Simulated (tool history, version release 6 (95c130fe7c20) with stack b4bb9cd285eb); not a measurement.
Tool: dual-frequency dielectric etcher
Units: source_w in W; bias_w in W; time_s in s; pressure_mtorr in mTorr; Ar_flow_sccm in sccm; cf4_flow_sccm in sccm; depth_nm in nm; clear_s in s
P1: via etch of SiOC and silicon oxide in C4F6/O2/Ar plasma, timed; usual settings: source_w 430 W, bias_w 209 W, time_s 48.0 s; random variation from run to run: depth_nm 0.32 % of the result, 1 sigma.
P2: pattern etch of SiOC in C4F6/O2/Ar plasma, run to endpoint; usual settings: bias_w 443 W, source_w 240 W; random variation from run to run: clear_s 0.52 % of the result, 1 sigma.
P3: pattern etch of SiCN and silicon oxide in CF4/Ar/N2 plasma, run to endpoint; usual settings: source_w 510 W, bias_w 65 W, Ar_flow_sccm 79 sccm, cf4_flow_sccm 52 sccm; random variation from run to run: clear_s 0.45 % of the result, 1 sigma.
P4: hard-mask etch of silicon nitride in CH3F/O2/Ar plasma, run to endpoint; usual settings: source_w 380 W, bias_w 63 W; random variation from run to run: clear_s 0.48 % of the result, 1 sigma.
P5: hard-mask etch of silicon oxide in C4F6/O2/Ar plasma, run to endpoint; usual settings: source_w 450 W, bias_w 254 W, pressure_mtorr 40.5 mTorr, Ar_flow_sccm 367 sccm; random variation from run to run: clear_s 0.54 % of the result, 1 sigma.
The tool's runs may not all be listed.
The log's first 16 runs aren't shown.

run   hour  process  source_w  bias_w  time_s  pressure_mtorr  Ar_flow_sccm  cf4_flow_sccm  hours since the last wet clean  hours since the last source power generator calibration  hours since the last bias power generator calibration  depth_nm  clear_s
 17  146.2       P1       430     209    61.0                                                                        292.2                                                    718.3                                                 3317.4    73.059
 18  152.4       P2       240     443                                                                                298.4                                                    724.5                                                 3323.6             14.733
 19  158.0       P1       430     209    48.0                                                                        304.0                                                    730.1                                                 3329.2    57.573
 20  165.0       P4       380      63                                                                                311.0                                                    737.1                                                 3336.2             72.173
 21  173.9       P1       580     209    65.5                                                                        319.9                                                    746.0                                                 3345.1    88.041
 22  179.3       P1       320     209    48.0                                                                        325.3                                                    751.4                                                 3350.5    51.183
 23  185.8       P5       450     254                    53.5           367                                          331.8                                                    757.9                                                 3357.0             45.526
 24  196.7       P5       450     254                    40.5           367                                          342.7                                                    768.8                                                 3367.9             43.986
 25  205.6       P2       240     268                                                                                351.6                                                    777.7                                                 3376.8             17.365

Forecast run 26:
 26  212.0       P5       450     319                    40.5           367                                          358.0                                                    784.1                                                 3383.2                  ?

{"run 26": {"clear_s": 40.512}}

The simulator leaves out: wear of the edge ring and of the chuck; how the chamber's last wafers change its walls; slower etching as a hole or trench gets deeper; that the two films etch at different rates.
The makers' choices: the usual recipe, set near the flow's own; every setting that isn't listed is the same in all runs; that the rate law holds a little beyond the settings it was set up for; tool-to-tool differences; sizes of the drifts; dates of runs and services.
